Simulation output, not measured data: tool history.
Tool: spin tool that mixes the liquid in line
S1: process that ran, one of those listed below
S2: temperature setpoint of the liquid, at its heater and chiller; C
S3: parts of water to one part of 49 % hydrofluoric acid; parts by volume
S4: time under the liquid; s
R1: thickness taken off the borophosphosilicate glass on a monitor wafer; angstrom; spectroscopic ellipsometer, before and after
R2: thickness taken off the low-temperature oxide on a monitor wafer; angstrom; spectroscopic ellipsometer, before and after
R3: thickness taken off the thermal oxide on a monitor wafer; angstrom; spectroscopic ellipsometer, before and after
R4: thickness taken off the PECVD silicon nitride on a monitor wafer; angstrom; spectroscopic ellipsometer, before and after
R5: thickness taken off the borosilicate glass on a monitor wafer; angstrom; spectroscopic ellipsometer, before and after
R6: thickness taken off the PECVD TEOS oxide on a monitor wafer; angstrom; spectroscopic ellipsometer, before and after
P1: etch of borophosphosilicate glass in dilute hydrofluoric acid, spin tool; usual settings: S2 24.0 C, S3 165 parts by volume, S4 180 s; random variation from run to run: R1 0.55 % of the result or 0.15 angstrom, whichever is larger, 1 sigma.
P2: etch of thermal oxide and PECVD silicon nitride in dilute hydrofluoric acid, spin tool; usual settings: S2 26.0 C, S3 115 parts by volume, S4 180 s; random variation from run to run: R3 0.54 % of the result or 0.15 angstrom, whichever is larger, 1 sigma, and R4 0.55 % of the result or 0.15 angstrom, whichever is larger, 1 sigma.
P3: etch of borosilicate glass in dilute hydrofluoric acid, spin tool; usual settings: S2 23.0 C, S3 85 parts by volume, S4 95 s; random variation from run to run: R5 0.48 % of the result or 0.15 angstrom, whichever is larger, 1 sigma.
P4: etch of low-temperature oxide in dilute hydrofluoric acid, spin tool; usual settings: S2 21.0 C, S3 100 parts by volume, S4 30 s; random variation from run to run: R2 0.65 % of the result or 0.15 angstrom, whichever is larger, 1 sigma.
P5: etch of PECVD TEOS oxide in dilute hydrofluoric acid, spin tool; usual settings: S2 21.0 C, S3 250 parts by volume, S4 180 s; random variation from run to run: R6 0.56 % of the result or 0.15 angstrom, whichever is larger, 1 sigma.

run,hour,S1,S2,S3,S4,R1,R2,R3,R4,R5,R6
1,3.4,P1,24.0,165,180,434.85,,,,,
2,5.9,P4,25.0,100,30,,53.424,,,,
3,8.2,P4,21.0,100,30,,45.336,,,,
4,11.8,P2,26.0,115,90,,,39.381,27.807,,
5,15.8,P1,24.0,165,180,434.69,,,,,
6,19.8,P4,21.0,155,30,,27.478,,,,
7,23.0,P3,23.0,140,95,,,,,248.230,
8,25.2,P1,24.0,165,180,436.37,,,,,
9,29.0,P4,21.0,100,55,,82.908,,,,
# hour 30.0: hydrofluoric acid flow meter replaced
10,33.1,P4,21.0,100,30,,45.379,,,,
11,35.5,P1,24.0,290,295,358.85,,,,,
12,39.6,P3,23.0,85,95,,,,,435.020,
13,42.8,P2,26.0,205,180,,,39.298,30.939,,
14,45.6,P1,24.0,70,180,1153.50,,,,,
15,48.6,P1,24.0,165,180,437.10,,,,,
16,51.6,P3,23.0,85,15,,,,,68.833,
17,53.5,P2,26.0,115,180,,,78.266,55.340,,
18,55.4,P5,21.0,50,180,,,,,,521.410
19,58.0,P1,24.0,165,50,121.03,,,,,
20,60.1,P1,24.0,280,180,228.01,,,,,
21,63.2,P2,33.5,115,180,,,102.820,88.653,,
22,65.3,P1,24.0,165,305,739.49,,,,,
23,68.0,P5,21.0,250,280,,,,,,131.530
24,71.1,P1,31.5,165,180,577.35,,,,,
25,74.9,P1,24.0,165,180,437.10,,,,,
26,79.0,P1,18.5,165,320,624.27,,,,,
27,81.0,P5,17.0,250,180,,,,,,72.540
28,83.8,P3,23.0,85,95,,,,,435.820,
29,87.7,P5,21.0,250,180,,,,,,83.988
30,90.7,P1,20.0,165,180,371.43,,,,,
31,92.9,P3,31.0,85,95,,,,,597.170,
32,96.8,P1,24.0,165,180,441.85,,,,,
33,101.1,P1,24.0,165,180,420.51,,,,,
34,105.2,P1,24.0,165,180,413.56,,,,,
35,108.3,P1,24.0,165,180,410.63,,,,,
36,111.8,P1,24.0,165,180,406.69,,,,,
37,114.4,P1,24.0,165,180,409.93,,,,,
38,117.2,P1,24.0,165,180,407.10,,,,,
39,120.9,P1,24.0,165,180,403.13,,,,,

What P1 gives has crept away from where it was. These 2 causes fit the log equally well, each at the size given:
A: liquid colder than its thermometer reads (K) = 1.92
B: hydrofluoric acid flow below the setpoint (%) = 5.96
The creep began at about hour 96.8.

4 check runs are offered, one wafer each, their results left as question marks. Which one tells the causes apart?
check 1,124.6,P3,27.5,140,95,,,,,?,
check 2,124.6,P2,26.0,170,180,,,?,?,,
check 3,124.6,P4,21.0,130,30,,?,,,,
check 4,124.6,P5,17.0,250,180,,,,,,?

What each check would give under each cause:
check,result,if A,if B
check 1,R5,274.180,274.060
check 2,R3,46.150,46.044
check 2,R4,33.226,35.293
check 3,R2,31.238,31.455
check 4,R6,66.806,66.824
How far apart the two closest causes lie, in the result that separates them most: check 1 0.04 %; check 2 6.04 %; check 3 0.69 %; check 4 0.03 %
Only check 2 tells the causes apart: in the others they would give nearly the same result.

Then check 2 was run and gave: R3 45.681 angstrom; R4 35.575 angstrom. Which cause is it?

It is B: hydrofluoric acid flow below the setpoint (%).
